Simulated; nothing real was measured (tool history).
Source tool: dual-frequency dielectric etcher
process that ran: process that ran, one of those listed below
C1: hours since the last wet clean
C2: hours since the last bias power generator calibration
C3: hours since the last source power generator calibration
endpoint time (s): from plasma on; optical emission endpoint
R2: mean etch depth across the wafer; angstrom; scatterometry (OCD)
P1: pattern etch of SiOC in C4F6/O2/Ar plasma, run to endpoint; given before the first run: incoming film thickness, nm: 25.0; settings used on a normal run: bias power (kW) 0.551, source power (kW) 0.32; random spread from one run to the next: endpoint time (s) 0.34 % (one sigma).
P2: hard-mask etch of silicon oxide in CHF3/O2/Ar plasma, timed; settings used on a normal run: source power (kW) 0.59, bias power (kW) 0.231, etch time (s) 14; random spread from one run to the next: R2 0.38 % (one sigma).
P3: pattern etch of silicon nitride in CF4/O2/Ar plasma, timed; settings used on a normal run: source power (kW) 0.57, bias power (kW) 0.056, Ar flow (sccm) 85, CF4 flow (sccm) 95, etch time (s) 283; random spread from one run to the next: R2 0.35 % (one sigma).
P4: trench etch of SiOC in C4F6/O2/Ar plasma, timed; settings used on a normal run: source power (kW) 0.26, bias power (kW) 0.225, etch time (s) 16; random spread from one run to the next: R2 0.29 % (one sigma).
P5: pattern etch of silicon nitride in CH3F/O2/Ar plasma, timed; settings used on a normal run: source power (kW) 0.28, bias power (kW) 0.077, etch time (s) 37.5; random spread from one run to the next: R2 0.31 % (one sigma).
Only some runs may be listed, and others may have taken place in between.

Run 1, hour 12.9: process that ran P1, bias power (kW) 0.551, source power (kW) 0.32; C1 287; C2 1718.5; C3 559.5. Result: endpoint time (s) 8.8702.
Run 2, hour 24.1: process that ran P5, bias power (kW) 0.077, source power (kW) 0.28, etch time (s) 37.5; C1 298.2; C2 1729.7; C3 570.7. Result: R2 234.92 angstrom.
Run 3, hour 37.5: process that ran P2, bias power (kW) 0.142, source power (kW) 0.59, etch time (s) 14; C1 311.6; C2 1743.1; C3 584.1. Result: R2 259.35 angstrom.
Run 4, hour 44.8: process that ran P4, bias power (kW) 0.225, source power (kW) 0.33, etch time (s) 16; C1 318.9; C2 1750.4; C3 591.4. Result: R2 334.75 angstrom.
Run 5, hour 51.2: process that ran P2, bias power (kW) 0.231, source power (kW) 0.59, etch time (s) 14; C1 325.3; C2 1756.8; C3 597.8. Result: R2 303.18 angstrom.
Run 6, hour 57.6: process that ran P3, bias power (kW) 0.056, source power (kW) 0.46, etch time (s) 283, Ar flow (sccm) 85, CF4 flow (sccm) 95; C1 331.7; C2 1763.2; C3 604.2. Result: R2 5226.7 angstrom.
Run 7, hour 64.8: process that ran P2, bias power (kW) 0.231, source power (kW) 0.45, etch time (s) 14; C1 338.9; C2 1770.4; C3 611.4. Result: R2 275.37 angstrom.
Run 8, hour 78.1: process that ran P4, bias power (kW) 0.225, source power (kW) 0.26, etch time (s) 23.5; C1 352.2; C2 1783.7; C3 624.7. Result: R2 449.51 angstrom.
Run 9, hour 90.2: process that ran P4, bias power (kW) 0.225, source power (kW) 0.26, etch time (s) 16; C1 364.3; C2 1795.8; C3 636.8. Result: R2 305.19 angstrom.
Run 10, hour 102.8: process that ran P3, bias power (kW) 0.056, source power (kW) 0.57, etch time (s) 283, Ar flow (sccm) 85, CF4 flow (sccm) 95; C1 376.9; C2 1808.4; C3 649.4. Result: R2 6346 angstrom.
Run 11, hour 114.7: process that ran P5, bias power (kW) 0.077, source power (kW) 0.34, etch time (s) 37.5; C1 388.8; C2 1820.3; C3 661.3. Result: R2 254.44 angstrom.
At hour 118.9: wet clean of the chamber.
Run 12, hour 123.9: process that ran P3, bias power (kW) 0.056, source power (kW) 0.57, etch time (s) 415, Ar flow (sccm) 85, CF4 flow (sccm) 95; C1 5.1; C2 1829.5; C3 670.5. Result: R2 9278.6 angstrom.
Run 13, hour 136: process that ran P4, bias power (kW) 0.152, source power (kW) 0.26, etch time (s) 16; C1 17.2; C2 1841.6; C3 682.6. Result: R2 267.63 angstrom.
Run 14, hour 147.8: process that ran P4, bias power (kW) 0.225, source power (kW) 0.26, etch time (s) 16; C1 29; C2 1853.4; C3 694.4. Result: R2 305.46 angstrom.
Run 15, hour 160.5: process that ran P1, bias power (kW) 0.359, source power (kW) 0.2; C1 41.7; C2 1866.1; C3 707.1. Result: endpoint time (s) 12.386.
Run 16, hour 173: process that ran P2, bias power (kW) 0.231, source power (kW) 0.59, etch time (s) 18.5; C1 54.2; C2 1878.6; C3 719.6. Result: R2 403.59 angstrom.
Run 17, hour 184.6: process that ran P5, bias power (kW) 0.077, source power (kW) 0.28, etch time (s) 21.5; C1 65.8; C2 1890.2; C3 731.2. Result: R2 135.55 angstrom.
Run 18, hour 195: process that ran P1, bias power (kW) 0.766, source power (kW) 0.32; C1 76.2; C2 1900.6; C3 741.6. Result: endpoint time (s) 7.7267.
Run 19, hour 205.2: process that ran P1, bias power (kW) 0.551, source power (kW) 0.38; C1 86.4; C2 1910.8; C3 751.8. Result: endpoint time (s) 8.3297.
Run 20, hour 213.1: process that ran P3, bias power (kW) 0.056, source power (kW) 0.57, etch time (s) 283, Ar flow (sccm) 85, CF4 flow (sccm) 55; C1 94.3; C2 1918.7; C3 759.7. Result: R2 5870.4 angstrom.
Run 21, hour 223.6: process that ran P3, bias power (kW) 0.04, source power (kW) 0.57, etch time (s) 283, Ar flow (sccm) 85, CF4 flow (sccm) 95; C1 104.8; C2 1929.2; C3 770.2. Result: R2 5558.6 angstrom.
Run 22, hour 235.8: process that ran P3, bias power (kW) 0.056, source power (kW) 0.57, etch time (s) 283, Ar flow (sccm) 85, CF4 flow (sccm) 95; C1 117; C2 1941.4; C3 782.4. Result: R2 6284.7 angstrom.
Run 23, hour 245: process that ran P1, bias power (kW) 0.551, source power (kW) 0.32; C1 126.2; C2 1950.6; C3 791.6. Result: endpoint time (s) 8.8298.
Run 24, hour 254.3: process that ran P1, bias power (kW) 0.551, source power (kW) 0.32; C1 135.5; C2 1959.9; C3 800.9. Result: endpoint time (s) 8.8912.
Run 25, hour 263.3: process that ran P1, bias power (kW) 0.551, source power (kW) 0.22; C1 144.5; C2 1968.9; C3 809.9. Result: endpoint time (s) 10.142.
Run 26, hour 276.4: process that ran P3, bias power (kW) 0.056, source power (kW) 0.57, etch time (s) 283, Ar flow (sccm) 55, CF4 flow (sccm) 95; C1 157.6; C2 1982; C3 823. Result: R2 6602.2 angstrom.
Run 27, hour 283.1: process that ran P1, bias power (kW) 0.551, source power (kW) 0.32; C1 164.3; C2 1988.7; C3 829.7. Result: endpoint time (s) 8.8823.
Run 28, hour 294.5: process that ran P5, bias power (kW) 0.105, source power (kW) 0.28, etch time (s) 37.5; C1 175.7; C2 2000.1; C3 841.1. Result: R2 264.5 angstrom.
Run 29, hour 305.1: process that ran P1, bias power (kW) 0.432, source power (kW) 0.32; C1 186.3; C2 2010.7; C3 851.7. Result: endpoint time (s) 9.6926.
Run 30, hour 314.3: process that ran P1, bias power (kW) 0.551, source power (kW) 0.32; C1 195.5; C2 2019.9; C3 860.9. Result: endpoint time (s) 8.8634.
Run 31, hour 325.8: process that ran P1, bias power (kW) 0.551, source power (kW) 0.32; C1 207; C2 2031.4; C3 872.4. Result: endpoint time (s) 8.9548.
Run 32, hour 337.3: process that ran P1, bias power (kW) 0.551, source power (kW) 0.32; C1 218.5; C2 2042.9; C3 883.9. Result: endpoint time (s) 8.9312.
Run 33, hour 345.7: process that ran P1, bias power (kW) 0.551, source power (kW) 0.32; C1 226.9; C2 2051.3; C3 892.3. Result: endpoint time (s) 8.9459.
Run 34, hour 358.7: process that ran P1, bias power (kW) 0.551, source power (kW) 0.32; C1 239.9; C2 2064.3; C3 905.3. Result: endpoint time (s) 8.9925.
At hour 363.7: wet clean of the chamber.
Run 35, hour 371.2: process that ran P1, bias power (kW) 0.551, source power (kW) 0.32; C1 7.6; C2 2076.8; C3 917.8. Result: endpoint time (s) 8.9619.
Run 36, hour 384: process that ran P1, bias power (kW) 0.551, source power (kW) 0.32; C1 20.4; C2 2089.6; C3 930.6. Result: endpoint time (s) 8.9955.
Run 37, hour 394.5: process that ran P1, bias power (kW) 0.551, source power (kW) 0.32; C1 30.9; C2 2100.1; C3 941.1. Result: endpoint time (s) 8.9906.
Run 38, hour 403: process that ran P1, bias power (kW) 0.551, source power (kW) 0.32; C1 39.4; C2 2108.6; C3 949.6. Result: endpoint time (s) 9.0183.

Compared with where it was, what P1 gives has crept away. Each cause listed below fits the log as well as the rest, at the size given for it:
A: bias power that arrives under what is set, % = 4.39
B: source power that arrives under what is set, % = 4.58
At approximately hour 314.3, the process output began to creep.
What rules out each remaining cause:
chamber walls in a state that lowers the etch rate, %: maintenance at hour 363.7, after the shift began, did not return the process to its former output

The list below offers 4 check runs, each averaging the results of 2 wafers, and shows each result as a question mark. For which of them would the listed causes give clearly different results?
Run check 1, hour 411.5: process that ran P3, bias power (kW) 0.045, source power (kW) 0.57, etch time (s) 283, Ar flow (sccm) 85, CF4 flow (sccm) 63. Result: R2 ?.
Run check 2, hour 411.5: process that ran P4, bias power (kW) 0.225, source power (kW) 0.3, etch time (s) 23. Result: R2 ?.
Run check 3, hour 411.5: process that ran P5, bias power (kW) 0.098, source power (kW) 0.28, etch time (s) 27.5. Result: R2 ?.
Run check 4, hour 411.5: process that ran P2, bias power (kW) 0.231, source power (kW) 0.59, etch time (s) 18. Result: R2 ?.

Predicted outcomes, by check and by cause:
  check  result    if A    if B
check 1      R2  5424.8  5296.6
check 2      R2  457.32  456.05
check 3      R2  185.92  185.81
check 4      R2  385.85  385.12
Gap, in per cent, between the two causes that each check separates least, read from the result that separates them most: check 1 2.39 %; check 2 0.28 %; check 3 0.06 %; check 4 0.19 %
Only check 1 tells the causes apart: in the others they would give nearly the same result.

The results of check 1 are: R2 5423.7 angstrom. Based on these, which of the listed causes is it?

A is the cause: bias power that arrives under what is set, %.
